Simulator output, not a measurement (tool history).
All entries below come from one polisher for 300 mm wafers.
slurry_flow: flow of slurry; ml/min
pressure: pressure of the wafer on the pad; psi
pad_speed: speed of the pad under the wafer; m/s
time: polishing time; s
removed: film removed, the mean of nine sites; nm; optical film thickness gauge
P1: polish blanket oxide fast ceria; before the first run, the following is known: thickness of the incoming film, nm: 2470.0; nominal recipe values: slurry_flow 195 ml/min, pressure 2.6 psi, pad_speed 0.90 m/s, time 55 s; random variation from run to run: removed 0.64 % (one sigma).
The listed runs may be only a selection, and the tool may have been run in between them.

| run | hour | slurry_flow | pressure | pad_speed | time | wafers polished on this pad | hours since the slurry nozzle was cleaned | hours since the head pressure was calibrated | removed |
|---|---|---|---|---|---|---|---|---|---|
| 1 | 6.4 | 195 | 2.6 | 0.90 | 55 | 574 | 324.0 | 178.9 | 776.20 |
| 2 | 19.1 | 195 | 2.6 | 1.40 | 55 | 726 | 336.7 | 191.6 | 1208.20 |
| 3 | 25.8 | 275 | 2.6 | 0.90 | 72 | 806 | 343.4 | 198.3 | 1068.00 |
| 4 | 35.5 | 195 | 2.6 | 0.44 | 55 | 922 | 353.1 | 208.0 | 378.86 |
| 5 | 43.2 | 195 | 2.6 | 0.90 | 32 | 1013 | 360.8 | 215.7 | 450.98 |
| 6 | 51.1 | 195 | 1.4 | 0.90 | 55 | 1108 | 368.7 | 223.6 | 411.57 |
| 7 | 63.2 | 195 | 2.6 | 0.90 | 55 | 1252 | 380.8 | 235.7 | 772.71 |
| 8 | 72.8 | 195 | 2.6 | 0.90 | 55 | 1367 | 390.4 | 245.3 | 776.40 |
|  | 80.7 | slurry nozzle cleaned |
| 9 | 86.1 | 195 | 2.6 | 0.90 | 55 | 1525 | 5.5 | 258.6 | 770.42 |
| 10 | 98.8 | 195 | 2.6 | 0.90 | 75 | 1677 | 18.2 | 271.3 | 1045.30 |
| 11 | 104.7 | 125 | 2.6 | 0.90 | 55 | 1747 | 24.1 | 277.2 | 707.87 |
| 12 | 113.9 | 195 | 2.6 | 0.90 | 55 | 1857 | 33.3 | 286.4 | 776.71 |
| 13 | 124.5 | 195 | 2.6 | 0.90 | 55 | 1984 | 43.9 | 297.0 | 778.86 |
| 14 | 135.4 | 195 | 2.6 | 0.90 | 55 | 2114 | 54.8 | 307.9 | 777.71 |
| 15 | 145.9 | 250 | 1.5 | 0.90 | 55 | 2239 | 65.3 | 318.4 | 461.29 |
| 16 | 156.3 | 280 | 2.6 | 0.90 | 55 | 2363 | 75.7 | 328.8 | 809.84 |
| 17 | 163.2 | 195 | 3.8 | 0.90 | 55 | 2445 | 82.6 | 335.7 | 1137.20 |
| 18 | 173.4 | 195 | 2.6 | 0.90 | 55 | 2567 | 92.8 | 345.9 | 776.96 |
| 19 | 179.8 | 195 | 2.6 | 0.90 | 55 | 2644 | 99.2 | 352.3 | 755.29 |
| 20 | 187.9 | 195 | 2.6 | 0.90 | 55 | 2740 | 107.3 | 360.4 | 741.51 |
| 21 | 197.5 | 195 | 2.6 | 0.90 | 55 | 2855 | 116.9 | 370.0 | 731.71 |
| 22 | 206.3 | 195 | 2.6 | 0.90 | 55 | 2960 | 125.7 | 378.8 | 719.71 |
| 23 | 215.5 | 195 | 2.6 | 0.90 | 55 | 3070 | 134.9 | 388.0 | 716.82 |
|  | 216.0 | head pressure recalibrated |
| 24 | 228.4 | 195 | 2.6 | 0.90 | 55 | 3224 | 147.8 | 12.4 | 709.59 |
| 25 | 238.1 | 195 | 2.6 | 0.90 | 55 | 3339 | 157.5 | 22.1 | 713.81 |

The log shows P1 creeping away from where it was. Any of the 2 causes listed here, at the size stated for it, fits the log just as well as the others:
A: slurry flow missing at the pad, % = 38.1
B: removal rate lost through wear of the pad, % = 7.82
Creep in the process output first set in at about hour 173.4.
Other possible causes, and why each is ruled out:
head's pressure below its setpoint, %: serviced at hour 216.0, which brought nothing back

Which of the 4 check runs listed below, each an average over 5 wafers with its results shown as question marks, gives clearly different results under the different listed causes?
| check 1 | 247.8 | 195 | 2.6 | 0.64 | 55 |  |  |  | ? |
| check 2 | 247.8 | 195 | 3.3 | 0.90 | 43 |  |  |  | ? |
| check 3 | 247.8 | 195 | 2.6 | 1.26 | 44 |  |  |  | ? |
| check 4 | 247.8 | 265 | 2.6 | 0.90 | 41 |  |  |  | ? |

If the cause were each of the candidates in turn, the checks would give the following:
| check | result | if A | if B |
|---|---|---|---|
| check 1 | removed | 507.23 | 507.23 |
| check 2 | removed | 707.80 | 707.81 |
| check 3 | removed | 798.89 | 798.89 |
| check 4 | removed | 562.43 | 551.15 |
How far apart the two closest causes lie, in the result that separates them most: check 1 0 %; check 2 0 %; check 3 0 %; check 4 2.03 %
Check 4 distinguishes between the causes, while the remaining checks would return nearly the same result for all of them.

Check 4 was carried out, with these results: removed 561.75 nm. Which of the listed causes is responsible?

The correct cause is A, namely: slurry flow missing at the pad, %.

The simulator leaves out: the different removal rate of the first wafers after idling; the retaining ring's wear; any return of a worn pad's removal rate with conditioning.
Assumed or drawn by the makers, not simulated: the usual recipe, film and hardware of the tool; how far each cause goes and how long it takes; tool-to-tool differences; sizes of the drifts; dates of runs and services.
